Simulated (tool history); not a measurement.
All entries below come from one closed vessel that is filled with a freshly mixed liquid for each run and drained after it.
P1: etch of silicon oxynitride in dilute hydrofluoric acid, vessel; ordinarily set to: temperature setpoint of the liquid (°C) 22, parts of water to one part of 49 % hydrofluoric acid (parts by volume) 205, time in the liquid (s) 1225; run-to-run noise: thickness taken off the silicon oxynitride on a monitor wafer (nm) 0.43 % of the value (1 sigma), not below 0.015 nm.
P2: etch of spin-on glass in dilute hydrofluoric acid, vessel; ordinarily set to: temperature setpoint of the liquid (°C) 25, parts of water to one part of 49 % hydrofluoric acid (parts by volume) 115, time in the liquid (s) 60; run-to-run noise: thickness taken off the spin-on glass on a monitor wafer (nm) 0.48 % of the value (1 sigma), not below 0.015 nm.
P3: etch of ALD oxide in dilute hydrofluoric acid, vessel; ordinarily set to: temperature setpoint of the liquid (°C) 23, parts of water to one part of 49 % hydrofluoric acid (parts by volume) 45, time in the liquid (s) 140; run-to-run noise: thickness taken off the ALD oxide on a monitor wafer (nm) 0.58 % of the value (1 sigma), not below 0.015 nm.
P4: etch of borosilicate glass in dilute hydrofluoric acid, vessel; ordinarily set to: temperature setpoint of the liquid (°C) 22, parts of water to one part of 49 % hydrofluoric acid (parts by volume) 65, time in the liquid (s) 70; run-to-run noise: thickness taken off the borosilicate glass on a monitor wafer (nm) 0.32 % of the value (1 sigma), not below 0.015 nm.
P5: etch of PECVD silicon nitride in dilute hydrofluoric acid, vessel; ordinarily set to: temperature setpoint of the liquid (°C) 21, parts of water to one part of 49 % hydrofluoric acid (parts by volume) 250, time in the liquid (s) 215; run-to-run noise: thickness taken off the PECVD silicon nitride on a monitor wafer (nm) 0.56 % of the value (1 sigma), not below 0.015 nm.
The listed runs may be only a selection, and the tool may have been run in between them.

run	day	process that ran	temperature setpoint of the liquid (°C)	parts of water to one part of 49 % hydrofluoric acid (parts by volume)	time in the liquid (s)	hours since the thermometer was replaced	hours since the hydrofluoric acid flow meter was replaced	thickness taken off the silicon oxynitride on a monitor wafer (nm)	thickness taken off the borosilicate glass on a monitor wafer (nm)	thickness taken off the ALD oxide on a monitor wafer (nm)	thickness taken off the PECVD silicon nitride on a monitor wafer (nm)	thickness taken off the spin-on glass on a monitor wafer (nm)
1	0.396	P1	22	205	1225	451.4	286.5	14.562				
2	0.85	P1	22	205	1225	462.3	297.4	14.572				
3	1.296	P1	22	360	1225	473	308.1	7.4941				
4	1.517	P4	22	65	115	478.3	313.4		53.149			
5	1.842	P1	22	205	1225	486.1	321.2	14.65				
6	2.121	P3	19	45	140	492.8	327.9			26.645		
7	2.396	P4	17	65	70	499.4	334.5		26.18			
8	2.733	P5	17	250	215	507.5	342.6				3.162	
9	3.121	P1	22	205	1225	516.8	351.9	14.7				
10	3.462	P1	17	205	510	525	360.1	4.8069				
11	3.817	P2	21	115	60	533.5	368.6					25.692
12	4.188	P5	21	250	215	542.4	377.5				4.0542	
13	4.575	P1	22	95	1225	551.7	386.8	34.33				
14	4.929	P1	22	205	1225	560.2	395.3	14.607				
15	5.192	P1	22	105	485	566.5	401.6	12.042				
16	5.421	P3	23	45	140	572	407.1			31.994		
17	5.654	P4	22	65	70	577.6	412.7		32.414			
18	6.079	P3	23	45	280	587.8	422.9			63.984		
19	6.379	P1	22	310	2175	595	430.1	16.045				
20	6.617	P3	23	75	140	600.7	435.8			18.438		
# day 6.896: thermometer replaced
21	7	P1	22	205	1225	2.5	445	14.614				
22	7.321	P2	25	115	90	10.2	452.7					45.283
23	7.629	P2	25	165	60	17.6	460.1					19.975
24	7.954	P5	21	70	215	25.4	467.9				14.067	
25	8.179	P1	22	205	1225	30.8	473.3	14.671				
26	8.479	P4	22	25	70	38	480.5		89.272			
27	8.733	P1	27	205	1225	44.1	486.6	18.397				
28	9	P5	21	250	215	50.5	493				4.083	
29	9.267	P2	25	115	60	56.9	499.4					30.529
30	9.5	P1	22	205	615	62.5	505	7.2963				
31	9.712	P4	22	65	70	67.6	510.1		32.381			
32	10.15	P1	17	205	1225	78.1	520.6	11.559				
33	10.421	P1	22	205	1990	84.6	527.1	23.711				
34	10.708	P2	25	115	60	91.5	534					30.525
35	11.121	P3	23	45	140	101.4	543.9			32.102		
36	11.333	P5	21	250	335	106.5	549				6.3264	
37	11.65	P1	22	205	1225	114.1	556.6	14.664				
38	12.112	P1	22	205	1225	125.2	567.7	15.306				
39	12.558	P1	22	205	1225	135.9	578.4	15.811				
40	13.008	P1	22	205	1225	146.7	589.2	15.935				
41	13.35	P1	22	205	1225	154.9	597.4	16.075				
42	13.788	P1	22	205	1225	165.4	607.9	16.134				
43	14.221	P1	22	205	1225	175.8	618.3	16.115				
44	14.688	P1	22	205	1225	187	629.5	16.139				
45	14.962	P1	22	205	1225	193.6	636.1	16.22				

The output of P1 has drifted from where it used to be. Each of the 2 causes below, taken at the size shown beside it, accounts for the log equally well:
A: hydrofluoric acid flow above the setpoint (%) = 9.76
B: liquid hotter than its thermometer reads (K) = 2.37
The gradual shift began around day 11.65.

Which of the 4 check runs listed below separates the causes, so that each cause would produce a clearly different result? Each run uses one wafer, and its results are marked with question marks.
check 1	15.238	P3	23	60	140					?		
check 2	15.238	P5	17	250	215						?	
check 3	15.238	P4	22	40	70				?			
check 4	15.238	P2	22	115	85							?

Predicted outcomes, by check and by cause:
check	result	if A	if B
check 1	thickness taken off the ALD oxide on a monitor wafer (nm)	25.947	25.858
check 2	thickness taken off the PECVD silicon nitride on a monitor wafer (nm)	3.4151	3.6508
check 3	thickness taken off the borosilicate glass on a monitor wafer (nm)	59.896	59.968
check 4	thickness taken off the spin-on glass on a monitor wafer (nm)	42.675	42.192
Separation of the two closest causes in each check, using whichever result separates them best: check 1 0.34 %; check 2 6.68 %; check 3 0.12 %; check 4 1.14 %
The causes can be told apart only by check 2. The other checks would give nearly the same results under each of them.

Check 2 was carried out, with these results: thickness taken off the PECVD silicon nitride on a monitor wafer (nm) 3.4004. Which of the listed causes is responsible?

The correct cause is A, namely: hydrofluoric acid flow above the setpoint (%).
